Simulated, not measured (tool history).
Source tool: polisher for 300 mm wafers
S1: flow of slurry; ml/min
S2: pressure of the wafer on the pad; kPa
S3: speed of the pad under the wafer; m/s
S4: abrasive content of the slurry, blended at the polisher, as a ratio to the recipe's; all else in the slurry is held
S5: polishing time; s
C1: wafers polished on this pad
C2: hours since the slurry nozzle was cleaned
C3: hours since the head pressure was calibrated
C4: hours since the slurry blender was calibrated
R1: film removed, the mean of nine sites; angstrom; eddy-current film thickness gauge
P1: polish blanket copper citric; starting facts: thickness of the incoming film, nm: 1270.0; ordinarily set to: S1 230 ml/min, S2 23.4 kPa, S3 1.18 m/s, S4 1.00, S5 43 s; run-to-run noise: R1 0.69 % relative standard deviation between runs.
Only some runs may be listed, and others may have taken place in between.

run	hour	S1	S2	S3	S4	S5	C1	C2	C3	C4	R1
1	10.9	230	23.4	1.18	1.00	43	578	608.2	755.6	110.6	1541.70
2	21.4	230	29.0	1.18	1.00	56	661	618.7	766.1	121.1	2461.80
3	30.3	230	23.4	0.60	1.00	43	730	627.6	775.0	130.0	797.11
4	41.3	230	23.4	1.18	0.55	43	817	638.6	786.0	141.0	1377.00
5	53.3	230	10.3	1.18	1.00	43	911	650.6	798.0	153.0	697.52
6	61.8	230	23.4	1.18	1.00	43	978	659.1	806.5	161.5	1552.90
7	73.2	230	23.4	1.88	1.00	43	1067	670.5	817.9	172.9	2450.60
8	79.2	230	23.4	1.18	1.00	43	1114	676.5	823.9	178.9	1551.20
9	90.2	230	36.5	1.18	1.00	43	1201	687.5	834.9	189.9	2404.30
10	102.3	140	23.4	1.18	1.00	43	1296	699.6	847.0	202.0	1441.70
11	108.5	230	23.4	1.18	1.30	43	1345	705.8	853.2	208.2	1613.20
12	118.7	230	23.4	1.18	1.00	43	1425	716.0	863.4	218.4	1526.10
13	128.8	230	23.4	1.18	1.00	65	1504	726.1	873.5	228.5	2314.50
14	134.6	230	23.4	1.18	1.00	43	1550	731.9	879.3	234.3	1551.60
# hour 137.4: slurry nozzle cleaned
15	140.1	290	23.4	1.18	1.00	43	1593	2.8	884.8	239.8	1584.60
16	147.7	230	23.4	1.18	1.00	23	1652	10.4	892.4	247.4	824.17
17	159.9	230	23.4	1.18	1.00	43	1748	22.6	904.6	259.6	1529.80
18	170.1	230	23.4	1.18	1.00	43	1828	32.8	914.8	269.8	1537.40
19	180.0	230	23.4	1.18	1.00	43	1906	42.7	924.7	279.7	1498.40
20	187.6	230	23.4	1.18	1.00	43	1966	50.3	932.3	287.3	1487.50
21	194.6	230	23.4	1.18	1.00	43	2021	57.3	939.3	294.3	1469.50
22	203.9	230	23.4	1.18	1.00	43	2094	66.6	948.6	303.6	1445.00
23	211.1	230	23.4	1.18	1.00	43	2150	73.8	955.8	310.8	1475.40
24	222.6	230	23.4	1.18	1.00	43	2241	85.3	967.3	322.3	1459.40
# hour 226.6: slurry blender recalibrated
# hour 227.3: worn pad replaced by a new one
25	229.1	230	23.4	1.18	1.00	43	14	91.8	973.8	2.6	1429.00
26	237.1	230	23.4	1.18	1.00	43	77	99.8	981.8	10.6	1432.00
27	248.5	230	23.4	1.18	1.00	43	166	111.2	993.2	22.0	1443.40
28	260.6	230	23.4	1.18	1.00	43	261	123.3	1005.3	34.1	1418.20
29	271.6	230	23.4	1.18	1.00	43	348	134.3	1016.3	45.1	1434.00

P1 no longer gives what it gave before; its output has crept away from where it was. The following 2 causes, each at its listed size, fit the log equally well:
A: slurry flow missing at the pad, % = 39.3
B: head's pressure below its setpoint, % = 7.27
At approximately hour 170.1, the process output began to creep.
Excluded causes, each with its reason:
removal rate lost through wear of the pad, %: its service at hour 227.3 followed the start of the drift and did not put the process back to its old value
abrasive missing from the slurry, %: its service at hour 226.6 followed the start of the drift and did not put the process back to its old value

The list below offers 4 check runs, each averaging the results of 2 wafers, and shows each result as a question mark. For which of them would the listed causes give clearly different results?
check 1	282.6	140	23.4	1.18	1.00	57					?
check 2	282.6	230	10.3	1.54	1.00	43					?
check 3	282.6	230	31.7	1.18	1.00	62					?
check 4	282.6	230	23.4	0.68	0.60	43					?

What every check run would give for each of its results, assuming each possible cause in turn:
check	result	if A	if B
check 1	R1	1689.20	1762.10
check 2	R1	834.78	835.59
check 3	R1	2777.90	2776.80
check 4	R1	751.39	752.12
Per-check spread between the two closest causes, in the result where they differ most: check 1 4.23 %; check 2 0.1 %; check 3 0.04 %; check 4 0.1 %
Only check 1 tells the causes apart: in the others they would give nearly the same result.

The results of check 1 are: R1 1756.90 angstrom. Based on these, which of the listed causes is it?

B is the cause: head's pressure below its setpoint, %.
